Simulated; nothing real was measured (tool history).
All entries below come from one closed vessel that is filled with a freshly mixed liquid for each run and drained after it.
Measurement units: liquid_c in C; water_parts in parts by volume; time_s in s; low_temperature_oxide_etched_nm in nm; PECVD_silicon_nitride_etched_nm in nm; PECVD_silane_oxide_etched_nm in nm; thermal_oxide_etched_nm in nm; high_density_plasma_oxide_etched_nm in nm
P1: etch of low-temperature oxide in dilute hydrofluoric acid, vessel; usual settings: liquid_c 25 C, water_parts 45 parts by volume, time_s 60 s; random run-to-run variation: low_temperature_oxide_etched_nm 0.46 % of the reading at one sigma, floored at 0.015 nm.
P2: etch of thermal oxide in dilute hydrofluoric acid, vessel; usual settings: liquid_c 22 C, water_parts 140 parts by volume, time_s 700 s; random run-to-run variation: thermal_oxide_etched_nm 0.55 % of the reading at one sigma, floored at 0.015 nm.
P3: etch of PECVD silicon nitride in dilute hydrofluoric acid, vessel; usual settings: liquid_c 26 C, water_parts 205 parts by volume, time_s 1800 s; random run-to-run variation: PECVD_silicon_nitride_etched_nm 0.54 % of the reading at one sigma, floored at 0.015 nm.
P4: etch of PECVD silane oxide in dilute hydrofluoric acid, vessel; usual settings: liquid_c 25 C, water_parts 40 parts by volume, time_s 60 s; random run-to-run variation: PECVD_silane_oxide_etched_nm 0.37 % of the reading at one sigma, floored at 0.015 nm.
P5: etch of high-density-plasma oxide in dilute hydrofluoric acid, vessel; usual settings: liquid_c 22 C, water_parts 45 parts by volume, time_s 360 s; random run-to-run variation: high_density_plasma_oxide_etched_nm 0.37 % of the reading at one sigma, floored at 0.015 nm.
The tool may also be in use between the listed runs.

run,hour,process,liquid_c,water_parts,time_s,hours since the thermometer was replaced,hours since the hydrofluoric acid flow meter was replaced,low_temperature_oxide_etched_nm,PECVD_silicon_nitride_etched_nm,PECVD_silane_oxide_etched_nm,thermal_oxide_etched_nm,high_density_plasma_oxide_etched_nm
1,7.9,P1,25,45,60,1205.5,298.8,36.929,,,,
2,20.8,P1,25,70,60,1218.4,311.7,23.205,,,,
3,37.6,P3,26,205,1800,1235.2,328.5,,40.419,,,
4,49.3,P1,25,45,60,1246.9,340.2,37.199,,,,
5,62.7,P1,31,45,60,1260.3,353.6,46.93,,,,
6,77.7,P3,17.5,205,1800,1275.3,368.6,,23.696,,,
7,85.6,P4,33,40,60,1283.2,376.5,,,35.871,,
8,97.4,P1,25,45,60,1295,388.3,36.947,,,,
9,111.7,P2,22,140,700,1309.3,402.6,,,,21.213,
10,123.1,P3,26,205,925,1320.7,414,,21.131,,,
11,138.6,P5,22,45,360,1336.2,429.5,,,,,57.684
12,155.8,P5,22,45,690,1353.4,446.7,,,,,110.05
13,173,P1,25,45,60,1370.6,463.9,36.992,,,,
14,186,P4,25,70,60,1383.6,476.9,,,14.291,,
15,201.6,P2,22,30,700,1399.2,492.5,,,,114.55,
16,212.8,P1,25,45,100,1410.4,503.7,62.241,,,,
17,228.6,P3,26,205,1800,1426.2,519.5,,40.905,,,
18,240.9,P5,28,45,360,1438.5,531.8,,,,,73.901
19,254.1,P2,22,140,1150,1451.7,545,,,,34.953,
20,264.3,P1,20.5,45,30,1461.9,555.2,15.327,,,,
# hour 276: hydrofluoric acid flow meter replaced
21,276.5,P1,17.5,45,60,1474.1,0.6,27.334,,,,
22,287.8,P4,25,40,110,1485.4,11.9,,,47.559,,
23,296,P4,25,40,60,1493.6,20.1,,,26.079,,
24,307.5,P2,30,140,700,1505.1,31.6,,,,28.898,
25,323.6,P1,25,45,30,1521.2,47.7,18.626,,,,
26,339.6,P5,22,20,360,1537.2,63.7,,,,,135.3
27,354.4,P1,25,30,60,1552,78.5,56.82,,,,
28,369.1,P4,25,40,60,1566.7,93.2,,,26.069,,
29,378.1,P3,26,70,1800,1575.7,102.2,,118.25,,,
30,396.1,P1,25,45,60,1593.7,120.2,37.374,,,,
31,405.6,P1,25,45,60,1603.2,129.7,36.18,,,,
32,414.6,P1,25,45,60,1612.2,138.7,35.259,,,,
33,423.7,P1,25,45,60,1621.3,147.8,34.665,,,,
34,433.6,P1,25,45,60,1631.2,157.7,34.406,,,,
35,447.9,P1,25,45,60,1645.5,172,33.775,,,,
36,459.5,P1,25,45,60,1657.1,183.6,33.904,,,,
37,474.1,P1,25,45,60,1671.7,198.2,33.912,,,,
38,482.7,P1,25,45,60,1680.3,206.8,33.735,,,,
39,491.2,P1,25,45,60,1688.8,215.3,33.78,,,,
40,509,P1,25,45,60,1706.6,233.1,33.519,,,,

What P1 gives has crept off from where it sat before. The 2 causes that follow fit the log equally well, each at the size noted:
A: liquid colder than its thermometer reads (K) = 2.41
B: hydrofluoric acid flow below the setpoint (%) = 8.93
The gradual shift began around hour 396.1.

Below are 4 check runs, each on a single wafer, with their results shown as question marks. Which of them would tell the listed causes apart, meaning the causes would give clearly different results under it?
check 1,526.8,P3,26,205,1800,,,,?,,,
check 2,526.8,P5,22,45,360,,,,,,,?
check 3,526.8,P2,22,140,700,,,,,,?,
check 4,526.8,P4,25,40,60,,,,,?,,

What every check run would give for each of its results, assuming each possible cause in turn:
check,result,if A,if B
check 1,PECVD_silicon_nitride_etched_nm,35.068,37.141
check 2,high_density_plasma_oxide_etched_nm,52.235,52.393
check 3,thermal_oxide_etched_nm,19.369,19.122
check 4,PECVD_silane_oxide_etched_nm,23.552,23.582
Per-check spread between the two closest causes, in the result where they differ most: check 1 5.74 %; check 2 0.3 %; check 3 1.28 %; check 4 0.13 %
The other checks would show nearly matching results whichever cause is true, so check 1 is the only one that separates the causes.

Check 1 has now been run. It gave: PECVD_silicon_nitride_etched_nm 37.058 nm. Which of the candidate causes is it?

It was cause B: hydrofluoric acid flow below the setpoint (%).

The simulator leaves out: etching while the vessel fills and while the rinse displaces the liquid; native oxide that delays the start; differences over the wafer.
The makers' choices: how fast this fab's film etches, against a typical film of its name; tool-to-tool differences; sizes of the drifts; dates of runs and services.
